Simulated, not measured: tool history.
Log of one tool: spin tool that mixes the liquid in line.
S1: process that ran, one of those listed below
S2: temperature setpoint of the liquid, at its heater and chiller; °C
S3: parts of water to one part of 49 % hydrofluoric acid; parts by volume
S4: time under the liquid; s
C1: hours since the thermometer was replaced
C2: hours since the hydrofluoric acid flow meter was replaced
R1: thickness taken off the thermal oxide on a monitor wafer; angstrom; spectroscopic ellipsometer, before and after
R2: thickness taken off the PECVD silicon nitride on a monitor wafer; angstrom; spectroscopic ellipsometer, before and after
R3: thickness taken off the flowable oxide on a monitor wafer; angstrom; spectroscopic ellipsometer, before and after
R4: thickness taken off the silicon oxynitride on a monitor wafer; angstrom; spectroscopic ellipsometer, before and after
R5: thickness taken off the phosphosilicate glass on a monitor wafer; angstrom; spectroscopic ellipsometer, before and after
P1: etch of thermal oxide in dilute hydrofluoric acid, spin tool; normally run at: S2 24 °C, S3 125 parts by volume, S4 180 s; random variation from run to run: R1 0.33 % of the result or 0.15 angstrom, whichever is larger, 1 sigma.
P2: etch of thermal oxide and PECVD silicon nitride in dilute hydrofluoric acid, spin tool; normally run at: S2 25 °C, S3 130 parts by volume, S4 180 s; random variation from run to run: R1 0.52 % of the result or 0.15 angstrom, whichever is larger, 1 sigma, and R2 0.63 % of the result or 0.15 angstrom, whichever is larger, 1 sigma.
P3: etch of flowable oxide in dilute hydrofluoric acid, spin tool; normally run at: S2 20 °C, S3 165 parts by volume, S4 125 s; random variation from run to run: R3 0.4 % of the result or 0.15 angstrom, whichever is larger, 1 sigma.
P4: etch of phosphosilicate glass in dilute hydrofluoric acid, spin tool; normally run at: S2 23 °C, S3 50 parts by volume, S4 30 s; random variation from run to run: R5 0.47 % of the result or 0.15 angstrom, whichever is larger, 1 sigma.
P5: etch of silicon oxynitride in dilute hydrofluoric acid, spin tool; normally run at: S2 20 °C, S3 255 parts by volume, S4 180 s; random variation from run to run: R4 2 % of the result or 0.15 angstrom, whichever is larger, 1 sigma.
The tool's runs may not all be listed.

Run 1, day 0.383: S1 P1, S2 24 °C, S3 125 parts by volume, S4 180 s; C1 2068.7; C2 205.5. Result: R1 63.978 angstrom.
Run 2, day 0.862: S1 P1, S2 24 °C, S3 125 parts by volume, S4 305 s; C1 2080.2; C2 217. Result: R1 109.26 angstrom.
Run 3, day 1.504: S1 P1, S2 24 °C, S3 200 parts by volume, S4 180 s; C1 2095.6; C2 232.4. Result: R1 36.77 angstrom.
Run 4, day 2.038: S1 P2, S2 33 °C, S3 130 parts by volume, S4 180 s; C1 2108.4; C2 245.2. Result: R1 87.721 angstrom, R2 73.854 angstrom.
At day 2.15: hydrofluoric acid flow meter replaced.
Run 5, day 2.421: S1 P1, S2 24 °C, S3 125 parts by volume, S4 15 s; C1 2117.6; C2 6.6. Result: R1 5.3802 angstrom.
Run 6, day 2.871: S1 P3, S2 20 °C, S3 165 parts by volume, S4 125 s; C1 2128.4; C2 17.4. Result: R3 312.39 angstrom.
Run 7, day 3.267: S1 P1, S2 24 °C, S3 125 parts by volume, S4 180 s; C1 2137.9; C2 26.9. Result: R1 64.13 angstrom.
Run 8, day 3.671: S1 P2, S2 25 °C, S3 130 parts by volume, S4 180 s; C1 2147.6; C2 36.6. Result: R1 64.795 angstrom, R2 44.808 angstrom.
Run 9, day 4.204: S1 P5, S2 20 °C, S3 450 parts by volume, S4 180 s; C1 2160.4; C2 49.4. Result: R4 5.724 angstrom.
Run 10, day 4.538: S1 P2, S2 25 °C, S3 225 parts by volume, S4 180 s; C1 2168.4; C2 57.4. Result: R1 33.846 angstrom, R2 25.885 angstrom.
Run 11, day 4.867: S1 P4, S2 23 °C, S3 50 parts by volume, S4 15 s; C1 2176.3; C2 65.3. Result: R5 376.56 angstrom.
Run 12, day 5.408: S1 P1, S2 29 °C, S3 125 parts by volume, S4 180 s; C1 2189.3; C2 78.3. Result: R1 77.893 angstrom.
Run 13, day 5.808: S1 P5, S2 27.5 °C, S3 255 parts by volume, S4 180 s; C1 2198.9; C2 87.9. Result: R4 14.995 angstrom.
Run 14, day 6.25: S1 P5, S2 20 °C, S3 255 parts by volume, S4 35 s; C1 2209.5; C2 98.5. Result: R4 2.1039 angstrom.
Run 15, day 6.571: S1 P2, S2 25 °C, S3 130 parts by volume, S4 320 s; C1 2217.2; C2 106.2. Result: R1 116.29 angstrom, R2 79.563 angstrom.
Run 16, day 7.083: S1 P3, S2 17 °C, S3 165 parts by volume, S4 125 s; C1 2229.5; C2 118.5. Result: R3 276.44 angstrom.
Run 17, day 7.592: S1 P3, S2 20 °C, S3 285 parts by volume, S4 125 s; C1 2241.7; C2 130.7. Result: R3 162.01 angstrom.
Run 18, day 8.1: S1 P2, S2 25 °C, S3 130 parts by volume, S4 180 s; C1 2253.9; C2 142.9. Result: R1 65.226 angstrom, R2 45.054 angstrom.
Run 19, day 8.504: S1 P3, S2 20 °C, S3 165 parts by volume, S4 220 s; C1 2263.6; C2 152.6. Result: R3 552.55 angstrom.
Run 20, day 9.188: S1 P1, S2 24 °C, S3 125 parts by volume, S4 180 s; C1 2280; C2 169. Result: R1 64.264 angstrom.
Run 21, day 9.604: S1 P4, S2 23 °C, S3 85 parts by volume, S4 30 s; C1 2290; C2 179. Result: R5 423.33 angstrom.
Run 22, day 9.946: S1 P1, S2 17 °C, S3 70 parts by volume, S4 180 s; C1 2298.2; C2 187.2. Result: R1 91.755 angstrom.
Run 23, day 10.375: S1 P1, S2 17 °C, S3 125 parts by volume, S4 180 s; C1 2308.5; C2 197.5. Result: R1 48.791 angstrom.
Run 24, day 10.942: S1 P1, S2 24 °C, S3 125 parts by volume, S4 180 s; C1 2322.1; C2 211.1. Result: R1 63.899 angstrom.
Run 25, day 11.308: S1 P1, S2 24 °C, S3 45 parts by volume, S4 180 s; C1 2330.9; C2 219.9. Result: R1 198.01 angstrom.
Run 26, day 11.758: S1 P1, S2 24 °C, S3 125 parts by volume, S4 180 s; C1 2341.7; C2 230.7. Result: R1 64.356 angstrom.
Run 27, day 12.438: S1 P5, S2 20 °C, S3 255 parts by volume, S4 180 s; C1 2358; C2 247. Result: R4 10.692 angstrom.
Run 28, day 12.967: S1 P4, S2 23 °C, S3 50 parts by volume, S4 30 s; C1 2370.7; C2 259.7. Result: R5 754.18 angstrom.
Run 29, day 13.438: S1 P4, S2 17 °C, S3 50 parts by volume, S4 30 s; C1 2382; C2 271. Result: R5 583.02 angstrom.
Run 30, day 14.008: S1 P1, S2 24 °C, S3 125 parts by volume, S4 180 s; C1 2395.7; C2 284.7. Result: R1 64.128 angstrom.
Run 31, day 14.454: S1 P1, S2 24 °C, S3 125 parts by volume, S4 180 s; C1 2406.4; C2 295.4. Result: R1 62.404 angstrom.
Run 32, day 14.946: S1 P1, S2 24 °C, S3 125 parts by volume, S4 180 s; C1 2418.2; C2 307.2. Result: R1 60.854 angstrom.
Run 33, day 15.379: S1 P1, S2 24 °C, S3 125 parts by volume, S4 180 s; C1 2428.6; C2 317.6. Result: R1 60.347 angstrom.
Run 34, day 16.029: S1 P1, S2 24 °C, S3 125 parts by volume, S4 180 s; C1 2444.2; C2 333.2. Result: R1 60.047 angstrom.
Run 35, day 16.671: S1 P1, S2 24 °C, S3 125 parts by volume, S4 180 s; C1 2459.6; C2 348.6. Result: R1 59.201 angstrom.
Run 36, day 17.104: S1 P1, S2 24 °C, S3 125 parts by volume, S4 180 s; C1 2470; C2 359. Result: R1 59.584 angstrom.
Run 37, day 17.458: S1 P1, S2 24 °C, S3 125 parts by volume, S4 180 s; C1 2478.5; C2 367.5. Result: R1 59.443 angstrom.
Run 38, day 17.854: S1 P1, S2 24 °C, S3 125 parts by volume, S4 180 s; C1 2488; C2 377. Result: R1 59.505 angstrom.
Run 39, day 18.346: S1 P1, S2 24 °C, S3 125 parts by volume, S4 180 s; C1 2499.8; C2 388.8. Result: R1 59.275 angstrom.
Run 40, day 18.954: S1 P1, S2 24 °C, S3 125 parts by volume, S4 180 s; C1 2514.4; C2 403.4. Result: R1 59.173 angstrom.

What P1 gives has crept away from where it was. These 2 causes fit the log equally well, each at the size given:
A: liquid colder than its thermometer reads (K) = 2.1
B: hydrofluoric acid flow below the setpoint (%) = 6.89
The creep began at about day 14.008.

4 check runs are offered, each on 2 wafers whose results are averaged, their results left as question marks. Which one tells the causes apart?
Run check 1, day 19.562: S1 P5, S2 23 °C, S3 430 parts by volume, S4 180 s. Result: R4 ?.
Run check 2, day 19.562: S1 P4, S2 23 °C, S3 85 parts by volume, S4 30 s. Result: R5 ?.
Run check 3, day 19.562: S1 P2, S2 30.5 °C, S3 225 parts by volume, S4 180 s. Result: R1 ?, R2 ?.
Run check 4, day 19.562: S1 P3, S2 17 °C, S3 165 parts by volume, S4 215 s. Result: R3 ?.

What each check would give under each cause:
  check  result    if A    if B
check 1      R4  6.0277  6.0033
check 2      R5  388.58  391.14
check 3      R1  38.045  37.309
check 3      R2  32.037  33.735
check 4      R3  437.94  439.41
How far apart the two closest causes lie, in the result that separates them most: check 1 0.41 %; check 2 0.66 %; check 3 5.17 %; check 4 0.33 %
Check 3 tells the causes apart: in the others they would give nearly the same result.

Check 3 was then run and gave: R1 37.214 angstrom; R2 33.83 angstrom. Which cause is it?

It is B: hydrofluoric acid flow below the setpoint (%).
